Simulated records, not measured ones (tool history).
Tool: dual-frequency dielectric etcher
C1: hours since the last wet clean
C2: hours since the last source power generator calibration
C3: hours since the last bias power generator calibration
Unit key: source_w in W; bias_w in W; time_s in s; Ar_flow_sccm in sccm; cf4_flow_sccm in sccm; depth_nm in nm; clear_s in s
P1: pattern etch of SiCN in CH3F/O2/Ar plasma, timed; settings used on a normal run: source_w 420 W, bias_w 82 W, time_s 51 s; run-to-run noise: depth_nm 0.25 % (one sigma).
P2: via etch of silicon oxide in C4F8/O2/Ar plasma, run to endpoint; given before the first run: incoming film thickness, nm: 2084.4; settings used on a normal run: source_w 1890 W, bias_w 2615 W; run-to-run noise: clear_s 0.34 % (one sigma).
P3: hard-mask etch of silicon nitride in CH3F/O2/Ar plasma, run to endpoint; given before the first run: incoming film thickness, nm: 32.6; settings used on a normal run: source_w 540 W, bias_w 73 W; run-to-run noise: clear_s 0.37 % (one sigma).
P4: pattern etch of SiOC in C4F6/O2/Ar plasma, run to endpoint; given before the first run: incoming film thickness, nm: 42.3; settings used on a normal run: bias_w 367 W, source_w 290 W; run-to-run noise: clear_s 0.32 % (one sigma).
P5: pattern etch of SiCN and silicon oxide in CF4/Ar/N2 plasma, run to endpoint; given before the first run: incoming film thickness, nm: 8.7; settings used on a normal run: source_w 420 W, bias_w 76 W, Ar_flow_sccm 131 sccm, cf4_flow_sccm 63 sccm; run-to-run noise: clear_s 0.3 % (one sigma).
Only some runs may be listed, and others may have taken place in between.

run 1 hour=6.5 | process=P1 source_w=420 bias_w=82 time_s=51 | C1=84.8 C2=2142.8 C3=694.8 | depth_nm=20.598
run 2 hour=15.7 | process=P1 source_w=530 bias_w=82 time_s=51 | C1=94 C2=2152 C3=704 | depth_nm=22.365
run 3 hour=29 | process=P5 source_w=420 bias_w=46 Ar_flow_sccm=131 cf4_flow_sccm=63 | C1=107.3 C2=2165.3 C3=717.3 | clear_s=13.446
run 4 hour=42.7 | process=P3 source_w=360 bias_w=73 | C1=121 C2=2179 C3=731 | clear_s=48.867
run 5 hour=54 | process=P2 source_w=1890 bias_w=3567 | C1=132.3 C2=2190.3 C3=742.3 | clear_s=361.78
run 6 hour=64.8 | process=P1 source_w=420 bias_w=109 time_s=51 | C1=143.1 C2=2201.1 C3=753.1 | depth_nm=22.734
run 7 hour=79.4 | process=P5 source_w=290 bias_w=76 Ar_flow_sccm=131 cf4_flow_sccm=63 | C1=157.7 C2=2215.7 C3=767.7 | clear_s=15.731
run 8 hour=86.7 | process=P4 source_w=290 bias_w=226 | C1=165 C2=2223 C3=775 | clear_s=21.554
run 9 hour=96.9 | process=P2 source_w=1890 bias_w=2615 | C1=175.2 C2=2233.2 C3=785.2 | clear_s=399.45
run 10 hour=107.1 | process=P1 source_w=420 bias_w=57 time_s=73.5 | C1=185.4 C2=2243.4 C3=795.4 | depth_nm=26.063
run 11 hour=121.1 | process=P1 source_w=420 bias_w=82 time_s=51 | C1=199.4 C2=2257.4 C3=809.4 | depth_nm=20.587
run 12 hour=128.6 | process=P1 source_w=300 bias_w=82 time_s=51 | C1=206.9 C2=2264.9 C3=816.9 | depth_nm=18.153
run 13 hour=139.9 | process=P1 source_w=560 bias_w=64 time_s=51 | C1=218.2 C2=2276.2 C3=828.2 | depth_nm=20.972
run 14 hour=150.9 | process=P1 source_w=420 bias_w=82 time_s=51 | C1=229.2 C2=2287.2 C3=839.2 | depth_nm=20.435
-- hour=156.4 source power generator calibrated
run 15 hour=159.1 | process=P5 source_w=420 bias_w=76 Ar_flow_sccm=131 cf4_flow_sccm=39 | C1=237.4 C2=2.8 C3=847.4 | clear_s=12.155
run 16 hour=170.5 | process=P1 source_w=420 bias_w=64 time_s=51 | C1=248.8 C2=14.2 C3=858.8 | depth_nm=18.753
-- hour=172.7 wet clean of the chamber
run 17 hour=177.6 | process=P4 source_w=390 bias_w=367 | C1=5 C2=21.3 C3=865.9 | clear_s=16.175
run 18 hour=185.9 | process=P3 source_w=540 bias_w=92 | C1=13.3 C2=29.6 C3=874.2 | clear_s=39.111
run 19 hour=195.3 | process=P4 source_w=290 bias_w=367 | C1=22.7 C2=39 C3=883.6 | clear_s=18.06
run 20 hour=206.1 | process=P1 source_w=420 bias_w=82 time_s=51 | C1=33.5 C2=49.8 C3=894.4 | depth_nm=20.596
run 21 hour=217.9 | process=P1 source_w=420 bias_w=82 time_s=51 | C1=45.3 C2=61.6 C3=906.2 | depth_nm=20.448
run 22 hour=231.1 | process=P2 source_w=1210 bias_w=2615 | C1=58.5 C2=74.8 C3=919.4 | clear_s=473.23
run 23 hour=241.8 | process=P3 source_w=540 bias_w=73 | C1=69.2 C2=85.5 C3=930.1 | clear_s=42.458
run 24 hour=253.5 | process=P5 source_w=420 bias_w=76 Ar_flow_sccm=131 cf4_flow_sccm=63 | C1=80.9 C2=97.2 C3=941.8 | clear_s=11.309
run 25 hour=266.6 | process=P4 source_w=290 bias_w=367 | C1=94 C2=110.3 C3=954.9 | clear_s=18.166
run 26 hour=274.5 | process=P1 source_w=550 bias_w=82 time_s=73 | C1=101.9 C2=118.2 C3=962.8 | depth_nm=32.5
run 27 hour=287.8 | process=P1 source_w=420 bias_w=82 time_s=28 | C1=115.2 C2=131.5 C3=976.1 | depth_nm=11.187
run 28 hour=300.2 | process=P1 source_w=420 bias_w=82 time_s=65 | C1=127.6 C2=143.9 C3=988.5 | depth_nm=26.131
run 29 hour=310.7 | process=P3 source_w=540 bias_w=73 | C1=138.1 C2=154.4 C3=999 | clear_s=42.338
run 30 hour=322.4 | process=P1 source_w=420 bias_w=82 time_s=51 | C1=149.8 C2=166.1 C3=1010.7 | depth_nm=20.519
run 31 hour=330.9 | process=P5 source_w=420 bias_w=76 Ar_flow_sccm=166 cf4_flow_sccm=63 | C1=158.3 C2=174.6 C3=1019.2 | clear_s=11.737
run 32 hour=340.1 | process=P1 source_w=420 bias_w=82 time_s=51 | C1=167.5 C2=183.8 C3=1028.4 | depth_nm=20.462
run 33 hour=348.8 | process=P1 source_w=420 bias_w=82 time_s=51 | C1=176.2 C2=192.5 C3=1037.1 | depth_nm=20.477
run 34 hour=361.9 | process=P1 source_w=420 bias_w=82 time_s=51 | C1=189.3 C2=205.6 C3=1050.2 | depth_nm=20.344
run 35 hour=368.6 | process=P1 source_w=420 bias_w=82 time_s=51 | C1=196 C2=212.3 C3=1056.9 | depth_nm=20.216
run 36 hour=381.7 | process=P1 source_w=420 bias_w=82 time_s=51 | C1=209.1 C2=225.4 C3=1070 | depth_nm=20.162
-- hour=392.9 wet clean of the chamber
run 37 hour=395.3 | process=P1 source_w=420 bias_w=82 time_s=51 | C1=2.5 C2=239 C3=1083.6 | depth_nm=20.149
run 38 hour=408.4 | process=P1 source_w=420 bias_w=82 time_s=51 | C1=15.6 C2=252.1 C3=1096.7 | depth_nm=20.221
run 39 hour=415.6 | process=P1 source_w=420 bias_w=82 time_s=51 | C1=22.8 C2=259.3 C3=1103.9 | depth_nm=20.073

The log shows P1 creeping away from where it was. Any of the 2 causes listed here, at the size stated for it, fits the log just as well as the others:
A: source power that arrives under what is set, % = 4.69
B: bias power that arrives under what is set, % = 4.86
Onset of the creep was near hour 340.1.
Every other cause this tool's parts could produce, and why it does not fit the log:
chamber walls in a state that lowers the etch rate, %: serviced after onset, at hour 392.9, with no recovery of the prior output

Which of the 4 check runs listed below separates the causes, so that each cause would produce a clearly different result? Each run uses one wafer, and its results are marked with question marks.
run check 1 hour=422.8 | process=P2 source_w=1890 bias_w=3503 | clear_s=?
run check 2 hour=422.8 | process=P5 source_w=360 bias_w=76 Ar_flow_sccm=131 cf4_flow_sccm=63 | clear_s=?
run check 3 hour=422.8 | process=P4 source_w=370 bias_w=294 | clear_s=?
run check 4 hour=422.8 | process=P3 source_w=410 bias_w=73 | clear_s=?

What each check would give under each cause:
check=check_1 result=clear_s if_A=371.02 if_B=370.05
check=check_2 result=clear_s if_A=13.477 if_B=13.162
check=check_3 result=clear_s if_A=18.204 if_B=18.184
check=check_4 result=clear_s if_A=47.885 if_B=47.827
Per check, the gap between the least separated pair of causes, taken in the result that splits them most: check 1 0.26 %; check 2 2.37 %; check 3 0.11 %; check 4 0.12 %
Check 2 is the one run that separates the causes; every other check would come out nearly the same whichever cause is at work.

Here is what check 2 returned: clear_s 13.148 s. Which cause is it?

The correct cause is B, namely: bias power that arrives under what is set, %.
